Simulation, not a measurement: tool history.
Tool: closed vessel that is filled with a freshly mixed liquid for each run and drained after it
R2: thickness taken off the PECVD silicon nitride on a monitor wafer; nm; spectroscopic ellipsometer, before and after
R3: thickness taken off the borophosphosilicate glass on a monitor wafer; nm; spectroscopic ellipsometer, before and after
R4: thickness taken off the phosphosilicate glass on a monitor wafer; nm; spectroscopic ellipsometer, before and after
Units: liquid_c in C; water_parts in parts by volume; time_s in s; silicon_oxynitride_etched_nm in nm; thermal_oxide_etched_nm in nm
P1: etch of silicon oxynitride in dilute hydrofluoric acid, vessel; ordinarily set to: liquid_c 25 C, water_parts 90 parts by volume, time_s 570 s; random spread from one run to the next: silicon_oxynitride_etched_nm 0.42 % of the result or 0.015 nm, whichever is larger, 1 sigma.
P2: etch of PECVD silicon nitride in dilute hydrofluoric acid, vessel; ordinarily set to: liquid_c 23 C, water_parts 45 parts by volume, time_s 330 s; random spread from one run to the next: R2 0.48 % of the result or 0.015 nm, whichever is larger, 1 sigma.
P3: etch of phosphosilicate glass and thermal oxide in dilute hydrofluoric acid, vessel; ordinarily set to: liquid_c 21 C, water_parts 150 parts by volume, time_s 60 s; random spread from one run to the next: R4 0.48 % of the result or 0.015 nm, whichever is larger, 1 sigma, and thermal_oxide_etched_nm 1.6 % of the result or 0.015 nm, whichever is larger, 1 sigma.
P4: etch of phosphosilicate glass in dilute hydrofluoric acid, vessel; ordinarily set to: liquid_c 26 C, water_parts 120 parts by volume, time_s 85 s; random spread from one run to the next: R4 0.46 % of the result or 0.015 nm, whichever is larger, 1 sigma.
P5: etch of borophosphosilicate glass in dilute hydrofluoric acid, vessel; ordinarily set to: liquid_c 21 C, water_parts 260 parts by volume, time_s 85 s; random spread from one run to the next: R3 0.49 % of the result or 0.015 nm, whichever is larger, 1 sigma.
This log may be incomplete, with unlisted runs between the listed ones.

Run 1, hour 13.8: process P1, liquid_c 25 C, water_parts 90 parts by volume, time_s 570 s. Result: silicon_oxynitride_etched_nm 18.496 nm.
Run 2, hour 26: process P1, liquid_c 25 C, water_parts 90 parts by volume, time_s 570 s. Result: silicon_oxynitride_etched_nm 18.585 nm.
Run 3, hour 40.4: process P2, liquid_c 23 C, water_parts 45 parts by volume, time_s 330 s. Result: R2 11.652 nm.
Run 4, hour 52.7: process P1, liquid_c 25 C, water_parts 135 parts by volume, time_s 980 s. Result: silicon_oxynitride_etched_nm 20.413 nm.
Run 5, hour 66.6: process P5, liquid_c 21 C, water_parts 260 parts by volume, time_s 85 s. Result: R3 11.79 nm.
Run 6, hour 74.8: process P1, liquid_c 25 C, water_parts 165 parts by volume, time_s 570 s. Result: silicon_oxynitride_etched_nm 9.5033 nm.
Run 7, hour 86.7: process P4, liquid_c 26 C, water_parts 120 parts by volume, time_s 85 s. Result: R4 49.552 nm.
Run 8, hour 100.6: process P1, liquid_c 25 C, water_parts 90 parts by volume, time_s 295 s. Result: silicon_oxynitride_etched_nm 9.563 nm.
Run 9, hour 111.4: process P2, liquid_c 27.5 C, water_parts 45 parts by volume, time_s 330 s. Result: R2 15.901 nm.
Run 10, hour 119.6: process P1, liquid_c 25 C, water_parts 90 parts by volume, time_s 570 s. Result: silicon_oxynitride_etched_nm 18.592 nm.
Run 11, hour 131.9: process P3, liquid_c 17 C, water_parts 150 parts by volume, time_s 60 s. Result: R4 25.406 nm, thermal_oxide_etched_nm 1.3607 nm.
Run 12, hour 147.2: process P1, liquid_c 25 C, water_parts 90 parts by volume, time_s 570 s. Result: silicon_oxynitride_etched_nm 18.522 nm.
Run 13, hour 159.6: process P5, liquid_c 21 C, water_parts 260 parts by volume, time_s 35 s. Result: R3 4.8403 nm.
Run 14, hour 176.3: process P2, liquid_c 23 C, water_parts 45 parts by volume, time_s 330 s. Result: R2 11.574 nm.
Run 15, hour 192.3: process P1, liquid_c 29.5 C, water_parts 55 parts by volume, time_s 570 s. Result: silicon_oxynitride_etched_nm 38.617 nm.
Run 16, hour 209.9: process P2, liquid_c 23 C, water_parts 70 parts by volume, time_s 330 s. Result: R2 7.539 nm.
Run 17, hour 220.8: process P2, liquid_c 23 C, water_parts 45 parts by volume, time_s 645 s. Result: R2 22.741 nm.
Run 18, hour 229.3: process P4, liquid_c 26 C, water_parts 60 parts by volume, time_s 85 s. Result: R4 107.3 nm.
Run 19, hour 244.7: process P3, liquid_c 21 C, water_parts 150 parts by volume, time_s 60 s. Result: R4 29.969 nm, thermal_oxide_etched_nm 1.5484 nm.
Run 20, hour 260: process P5, liquid_c 21 C, water_parts 260 parts by volume, time_s 85 s. Result: R3 11.765 nm.
Run 21, hour 275.2: process P4, liquid_c 26 C, water_parts 120 parts by volume, time_s 50 s. Result: R4 28.834 nm.
Run 22, hour 283.3: process P5, liquid_c 21 C, water_parts 45 parts by volume, time_s 85 s. Result: R3 85.207 nm.
Run 23, hour 293: process P1, liquid_c 17.5 C, water_parts 90 parts by volume, time_s 570 s. Result: silicon_oxynitride_etched_nm 12.909 nm.
Run 24, hour 304.5: process P5, liquid_c 28.5 C, water_parts 260 parts by volume, time_s 85 s. Result: R3 15.318 nm.
Run 25, hour 312.6: process P1, liquid_c 25 C, water_parts 90 parts by volume, time_s 570 s. Result: silicon_oxynitride_etched_nm 18.444 nm.
Run 26, hour 322.5: process P3, liquid_c 21 C, water_parts 150 parts by volume, time_s 60 s. Result: R4 29.939 nm, thermal_oxide_etched_nm 1.5554 nm.
Run 27, hour 337.8: process P3, liquid_c 21 C, water_parts 75 parts by volume, time_s 60 s. Result: R4 65.843 nm, thermal_oxide_etched_nm 3.3521 nm.
Run 28, hour 351.5: process P1, liquid_c 30 C, water_parts 35 parts by volume, time_s 570 s. Result: silicon_oxynitride_etched_nm 63.454 nm.
Run 29, hour 362.6: process P1, liquid_c 25 C, water_parts 90 parts by volume, time_s 1080 s. Result: silicon_oxynitride_etched_nm 35.492 nm.
Run 30, hour 374.4: process P1, liquid_c 25 C, water_parts 45 parts by volume, time_s 570 s. Result: silicon_oxynitride_etched_nm 38.388 nm.
Run 31, hour 391.6: process P4, liquid_c 26 C, water_parts 120 parts by volume, time_s 85 s. Result: R4 49.497 nm.
Run 32, hour 399.5: process P4, liquid_c 19.5 C, water_parts 120 parts by volume, time_s 85 s. Result: R4 37.961 nm.
Run 33, hour 412.4: process P1, liquid_c 33 C, water_parts 90 parts by volume, time_s 570 s. Result: silicon_oxynitride_etched_nm 26.776 nm.
Run 34, hour 427.5: process P3, liquid_c 21 C, water_parts 150 parts by volume, time_s 100 s. Result: R4 50.007 nm, thermal_oxide_etched_nm 2.5619 nm.
Run 35, hour 442.6: process P1, liquid_c 25 C, water_parts 90 parts by volume, time_s 570 s. Result: silicon_oxynitride_etched_nm 18.447 nm.
Run 36, hour 454.4: process P1, liquid_c 25 C, water_parts 90 parts by volume, time_s 570 s. Result: silicon_oxynitride_etched_nm 18.003 nm.
Run 37, hour 465.9: process P1, liquid_c 25 C, water_parts 90 parts by volume, time_s 570 s. Result: silicon_oxynitride_etched_nm 17.639 nm.
Run 38, hour 483.8: process P1, liquid_c 25 C, water_parts 90 parts by volume, time_s 570 s. Result: silicon_oxynitride_etched_nm 17.549 nm.
Run 39, hour 496: process P1, liquid_c 25 C, water_parts 90 parts by volume, time_s 570 s. Result: silicon_oxynitride_etched_nm 17.438 nm.
Run 40, hour 506.8: process P1, liquid_c 25 C, water_parts 90 parts by volume, time_s 570 s. Result: silicon_oxynitride_etched_nm 17.322 nm.
Run 41, hour 519.2: process P1, liquid_c 25 C, water_parts 90 parts by volume, time_s 570 s. Result: silicon_oxynitride_etched_nm 17.399 nm.

What P1 gives has crept off from where it sat before. The 2 causes that follow fit the log equally well, each at the size noted:
A: hydrofluoric acid flow below the setpoint (%) = 6.09
B: liquid colder than its thermometer reads (K) = 1.44
The gradual shift began around hour 442.6.

4 check runs are offered, one wafer each, their results left as question marks. Which one tells the causes apart?
Run check 1, hour 531.6: process P5, liquid_c 24 C, water_parts 50 parts by volume, time_s 85 s. Result: R3 ?.
Run check 2, hour 531.6: process P4, liquid_c 19.5 C, water_parts 80 parts by volume, time_s 85 s. Result: R4 ?.
Run check 3, hour 531.6: process P2, liquid_c 23 C, water_parts 65 parts by volume, time_s 525 s. Result: R2 ?.
Run check 4, hour 531.6: process P3, liquid_c 21 C, water_parts 90 parts by volume, time_s 80 s. Result: R4 ?, thermal_oxide_etched_nm ?.

Outcome of each check run for each possible cause:
  check                   result    if A    if B
check 1                       R3  80.869  81.476
check 2                       R4  55.867  56.326
check 3                       R2  12.184  11.753
check 4                       R4  66.477  67.161
check 4  thermal_oxide_etched_nm  3.4625  3.4981
How far apart the two closest causes lie, in the result that separates them most: check 1 0.75 %; check 2 0.82 %; check 3 3.6 %; check 4 1.02 %
Of the check runs offered, only check 3 discriminates between the causes; the rest would read about the same regardless of which cause applies.

Check 3 was carried out, with these results: R2 12.193 nm. Which of the listed causes is responsible?

A is the cause: hydrofluoric acid flow below the setpoint (%).
